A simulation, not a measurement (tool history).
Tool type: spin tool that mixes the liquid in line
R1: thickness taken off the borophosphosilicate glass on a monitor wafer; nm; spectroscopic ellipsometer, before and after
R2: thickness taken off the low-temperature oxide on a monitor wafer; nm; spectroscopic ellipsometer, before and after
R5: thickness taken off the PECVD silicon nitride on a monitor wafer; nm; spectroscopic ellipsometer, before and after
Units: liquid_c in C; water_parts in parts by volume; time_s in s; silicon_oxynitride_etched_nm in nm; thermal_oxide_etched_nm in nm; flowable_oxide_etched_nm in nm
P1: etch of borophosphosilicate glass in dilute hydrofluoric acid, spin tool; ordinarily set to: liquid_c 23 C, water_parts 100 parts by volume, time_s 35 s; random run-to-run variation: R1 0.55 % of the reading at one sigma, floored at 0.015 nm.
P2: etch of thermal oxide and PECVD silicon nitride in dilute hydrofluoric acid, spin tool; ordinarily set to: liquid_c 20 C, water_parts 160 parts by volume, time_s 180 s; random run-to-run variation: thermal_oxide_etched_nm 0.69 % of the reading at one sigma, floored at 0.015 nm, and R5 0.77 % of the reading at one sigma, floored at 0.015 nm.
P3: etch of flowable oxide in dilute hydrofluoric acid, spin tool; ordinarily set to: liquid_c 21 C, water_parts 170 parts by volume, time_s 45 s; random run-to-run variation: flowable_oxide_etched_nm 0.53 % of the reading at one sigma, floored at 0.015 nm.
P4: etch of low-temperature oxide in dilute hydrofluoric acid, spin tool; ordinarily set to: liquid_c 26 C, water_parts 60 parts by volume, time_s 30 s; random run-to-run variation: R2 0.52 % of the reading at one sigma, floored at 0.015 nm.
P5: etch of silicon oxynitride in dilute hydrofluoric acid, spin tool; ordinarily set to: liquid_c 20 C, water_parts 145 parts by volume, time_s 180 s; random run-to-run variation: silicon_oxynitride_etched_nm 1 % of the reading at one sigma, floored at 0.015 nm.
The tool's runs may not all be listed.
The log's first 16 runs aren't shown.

Run 17, hour 167.8: process P1, liquid_c 23 C, water_parts 100 parts by volume, time_s 35 s. Result: R1 15.494 nm.
Run 18, hour 178.3: process P5, liquid_c 20 C, water_parts 220 parts by volume, time_s 180 s. Result: silicon_oxynitride_etched_nm 1.2287 nm.
Run 19, hour 191.8: process P1, liquid_c 23 C, water_parts 35 parts by volume, time_s 35 s. Result: R1 48.195 nm.
Run 20, hour 199.1: process P1, liquid_c 23 C, water_parts 175 parts by volume, time_s 15 s. Result: R1 3.4883 nm.
Run 21, hour 212.3: process P1, liquid_c 23 C, water_parts 100 parts by volume, time_s 35 s. Result: R1 15.543 nm.
Run 22, hour 226.1: process P3, liquid_c 21 C, water_parts 170 parts by volume, time_s 45 s. Result: flowable_oxide_etched_nm 6.4683 nm.
Run 23, hour 232.8: process P5, liquid_c 20 C, water_parts 145 parts by volume, time_s 180 s. Result: silicon_oxynitride_etched_nm 1.9789 nm.
Run 24, hour 243.7: process P5, liquid_c 20 C, water_parts 145 parts by volume, time_s 180 s. Result: silicon_oxynitride_etched_nm 2.0463 nm.
Run 25, hour 257.1: process P4, liquid_c 26 C, water_parts 60 parts by volume, time_s 15 s. Result: R2 8.0083 nm.
Run 26, hour 265.2: process P5, liquid_c 27.5 C, water_parts 145 parts by volume, time_s 180 s. Result: silicon_oxynitride_etched_nm 2.7961 nm.
Run 27, hour 271.2: process P4, liquid_c 32.5 C, water_parts 60 parts by volume, time_s 30 s. Result: R2 20.757 nm.
Run 28, hour 278.8: process P3, liquid_c 21 C, water_parts 170 parts by volume, time_s 15 s. Result: flowable_oxide_etched_nm 2.1729 nm.
Run 29, hour 289.4: process P2, liquid_c 20 C, water_parts 160 parts by volume, time_s 180 s. Result: thermal_oxide_etched_nm 3.911 nm, R5 3.4276 nm.

Expected results for the next run?
Run 30, hour 301.4: process P2, liquid_c 20 C, water_parts 160 parts by volume, time_s 90 s. Result: thermal_oxide_etched_nm ?, R5 ?.

Run 30 measured thermal_oxide_etched_nm 1.9544 nm, R5 1.6852 nm.
